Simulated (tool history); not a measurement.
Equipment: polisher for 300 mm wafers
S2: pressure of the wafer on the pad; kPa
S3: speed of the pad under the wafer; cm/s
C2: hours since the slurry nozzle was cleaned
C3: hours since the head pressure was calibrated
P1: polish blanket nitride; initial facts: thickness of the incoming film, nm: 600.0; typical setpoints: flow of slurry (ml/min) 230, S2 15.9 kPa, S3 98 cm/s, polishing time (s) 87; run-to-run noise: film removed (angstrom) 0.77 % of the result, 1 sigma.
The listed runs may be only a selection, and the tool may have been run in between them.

run 1 hour=16.5 | flow_of_slurry_(ml/min)=230 S2=15.9 S3=98 polishing_time_(s)=87 | wafers_polished_on_this_pad=499 C2=239.8 C3=169.2 | film_removed_(angstrom)=877.72
run 2 hour=24.6 | flow_of_slurry_(ml/min)=230 S2=23.4 S3=98 polishing_time_(s)=87 | wafers_polished_on_this_pad=591 C2=247.9 C3=177.3 | film_removed_(angstrom)=1305.9
run 3 hour=38.4 | flow_of_slurry_(ml/min)=310 S2=15.9 S3=128 polishing_time_(s)=87 | wafers_polished_on_this_pad=748 C2=261.7 C3=191.1 | film_removed_(angstrom)=1140.8
run 4 hour=46.7 | flow_of_slurry_(ml/min)=140 S2=15.9 S3=98 polishing_time_(s)=87 | wafers_polished_on_this_pad=843 C2=270 C3=199.4 | film_removed_(angstrom)=823.67
run 5 hour=57.3 | flow_of_slurry_(ml/min)=230 S2=15.9 S3=44 polishing_time_(s)=87 | wafers_polished_on_this_pad=964 C2=280.6 C3=210 | film_removed_(angstrom)=466.75
run 6 hour=65.6 | flow_of_slurry_(ml/min)=230 S2=15.9 S3=98 polishing_time_(s)=87 | wafers_polished_on_this_pad=1058 C2=288.9 C3=218.3 | film_removed_(angstrom)=886.27
run 7 hour=79.8 | flow_of_slurry_(ml/min)=230 S2=15.9 S3=98 polishing_time_(s)=134 | wafers_polished_on_this_pad=1220 C2=303.1 C3=232.5 | film_removed_(angstrom)=1353.5
run 8 hour=91.3 | flow_of_slurry_(ml/min)=230 S2=8.3 S3=98 polishing_time_(s)=87 | wafers_polished_on_this_pad=1351 C2=314.6 C3=244 | film_removed_(angstrom)=459.03
run 9 hour=100.3 | flow_of_slurry_(ml/min)=230 S2=15.9 S3=44 polishing_time_(s)=135 | wafers_polished_on_this_pad=1453 C2=323.6 C3=253 | film_removed_(angstrom)=711.02
run 10 hour=114.7 | flow_of_slurry_(ml/min)=230 S2=15.9 S3=98 polishing_time_(s)=87 | wafers_polished_on_this_pad=1617 C2=338 C3=267.4 | film_removed_(angstrom)=894.12
run 11 hour=130.7 | flow_of_slurry_(ml/min)=230 S2=15.9 S3=98 polishing_time_(s)=87 | wafers_polished_on_this_pad=1799 C2=354 C3=283.4 | film_removed_(angstrom)=881.35
run 12 hour=140.4 | flow_of_slurry_(ml/min)=280 S2=21.4 S3=98 polishing_time_(s)=87 | wafers_polished_on_this_pad=1910 C2=363.7 C3=293.1 | film_removed_(angstrom)=1205.8
run 13 hour=156.3 | flow_of_slurry_(ml/min)=320 S2=15.9 S3=98 polishing_time_(s)=87 | wafers_polished_on_this_pad=2091 C2=379.6 C3=309 | film_removed_(angstrom)=910.35
run 14 hour=166.3 | flow_of_slurry_(ml/min)=230 S2=15.9 S3=98 polishing_time_(s)=87 | wafers_polished_on_this_pad=2205 C2=389.6 C3=319 | film_removed_(angstrom)=880.13
run 15 hour=179.4 | flow_of_slurry_(ml/min)=230 S2=15.9 S3=98 polishing_time_(s)=87 | wafers_polished_on_this_pad=2354 C2=402.7 C3=332.1 | film_removed_(angstrom)=876.17
run 16 hour=194 | flow_of_slurry_(ml/min)=230 S2=15.9 S3=98 polishing_time_(s)=39 | wafers_polished_on_this_pad=2520 C2=417.3 C3=346.7 | film_removed_(angstrom)=397.06
run 17 hour=208.5 | flow_of_slurry_(ml/min)=230 S2=15.9 S3=152 polishing_time_(s)=87 | wafers_polished_on_this_pad=2685 C2=431.8 C3=361.2 | film_removed_(angstrom)=1263.5
run 18 hour=216.3 | flow_of_slurry_(ml/min)=230 S2=15.9 S3=98 polishing_time_(s)=87 | wafers_polished_on_this_pad=2774 C2=439.6 C3=369 | film_removed_(angstrom)=876.92
run 19 hour=229.8 | flow_of_slurry_(ml/min)=230 S2=15.9 S3=98 polishing_time_(s)=87 | wafers_polished_on_this_pad=2927 C2=453.1 C3=382.5 | film_removed_(angstrom)=872.51
run 20 hour=240.8 | flow_of_slurry_(ml/min)=230 S2=15.9 S3=98 polishing_time_(s)=87 | wafers_polished_on_this_pad=3053 C2=464.1 C3=393.5 | film_removed_(angstrom)=854.55
run 21 hour=253.2 | flow_of_slurry_(ml/min)=230 S2=15.9 S3=98 polishing_time_(s)=87 | wafers_polished_on_this_pad=3194 C2=476.5 C3=405.9 | film_removed_(angstrom)=845.59
run 22 hour=263.1 | flow_of_slurry_(ml/min)=230 S2=15.9 S3=98 polishing_time_(s)=87 | wafers_polished_on_this_pad=3307 C2=486.4 C3=415.8 | film_removed_(angstrom)=847
run 23 hour=271.6 | flow_of_slurry_(ml/min)=230 S2=15.9 S3=98 polishing_time_(s)=87 | wafers_polished_on_this_pad=3403 C2=494.9 C3=424.3 | film_removed_(angstrom)=843.87
run 24 hour=279.7 | flow_of_slurry_(ml/min)=230 S2=15.9 S3=98 polishing_time_(s)=87 | wafers_polished_on_this_pad=3496 C2=503 C3=432.4 | film_removed_(angstrom)=833.59
run 25 hour=293.1 | flow_of_slurry_(ml/min)=230 S2=15.9 S3=98 polishing_time_(s)=87 | wafers_polished_on_this_pad=3648 C2=516.4 C3=445.8 | film_removed_(angstrom)=826.24
-- hour=302 head pressure recalibrated
run 26 hour=308 | flow_of_slurry_(ml/min)=230 S2=15.9 S3=98 polishing_time_(s)=87 | wafers_polished_on_this_pad=3818 C2=531.3 C3=6 | film_removed_(angstrom)=835.79
run 27 hour=317.6 | flow_of_slurry_(ml/min)=230 S2=15.9 S3=98 polishing_time_(s)=87 | wafers_polished_on_this_pad=3927 C2=540.9 C3=15.6 | film_removed_(angstrom)=828.74
run 28 hour=333.4 | flow_of_slurry_(ml/min)=230 S2=15.9 S3=98 polishing_time_(s)=87 | wafers_polished_on_this_pad=4107 C2=556.7 C3=31.4 | film_removed_(angstrom)=825.69
run 29 hour=348.5 | flow_of_slurry_(ml/min)=230 S2=15.9 S3=98 polishing_time_(s)=87 | wafers_polished_on_this_pad=4279 C2=571.8 C3=46.5 | film_removed_(angstrom)=838.87

The log shows P1 creeping away from where it was. Any of the 2 causes listed here, at the size stated for it, fits the log just as well as the others:
A: slurry flow missing at the pad, % = 34.4
B: removal rate lost through wear of the pad, % = 5.84
The process output started creeping at around hour 216.3.
All other causes, with the reason each is excluded:
head's pressure below its setpoint, %: serviced after onset, at hour 302, with no recovery of the prior output

4 check runs are offered, each on 3 wafers whose results are averaged, their results left as question marks. Which one tells the causes apart?
run check 1 hour=363.6 | flow_of_slurry_(ml/min)=230 S2=15.9 S3=50 polishing_time_(s)=43 | film_removed_(angstrom)=?
run check 2 hour=363.6 | flow_of_slurry_(ml/min)=140 S2=15.9 S3=54 polishing_time_(s)=87 | film_removed_(angstrom)=?
run check 3 hour=363.6 | flow_of_slurry_(ml/min)=230 S2=15.9 S3=140 polishing_time_(s)=134 | film_removed_(angstrom)=?
run check 4 hour=363.6 | flow_of_slurry_(ml/min)=230 S2=15.9 S3=120 polishing_time_(s)=67 | film_removed_(angstrom)=?

If the cause were each of the candidates in turn, the checks would give the following:
check=check_1 result=film_removed_(angstrom) if_A=239.38 if_B=239.39
check=check_2 result=film_removed_(angstrom) if_A=462.29 if_B=478.57
check=check_3 result=film_removed_(angstrom) if_A=1700 if_B=1700.1
check=check_4 result=film_removed_(angstrom) if_A=751.4 if_B=751.41
Per check, the gap between the least separated pair of causes, taken in the result that splits them most: check 1 0 %; check 2 3.46 %; check 3 0 %; check 4 0 %
Only check 2 tells the causes apart: in the others they would give nearly the same result.

Here is what check 2 returned: film removed (angstrom) 465.31. Which cause is it?

The correct cause is A, namely: slurry flow missing at the pad, %.
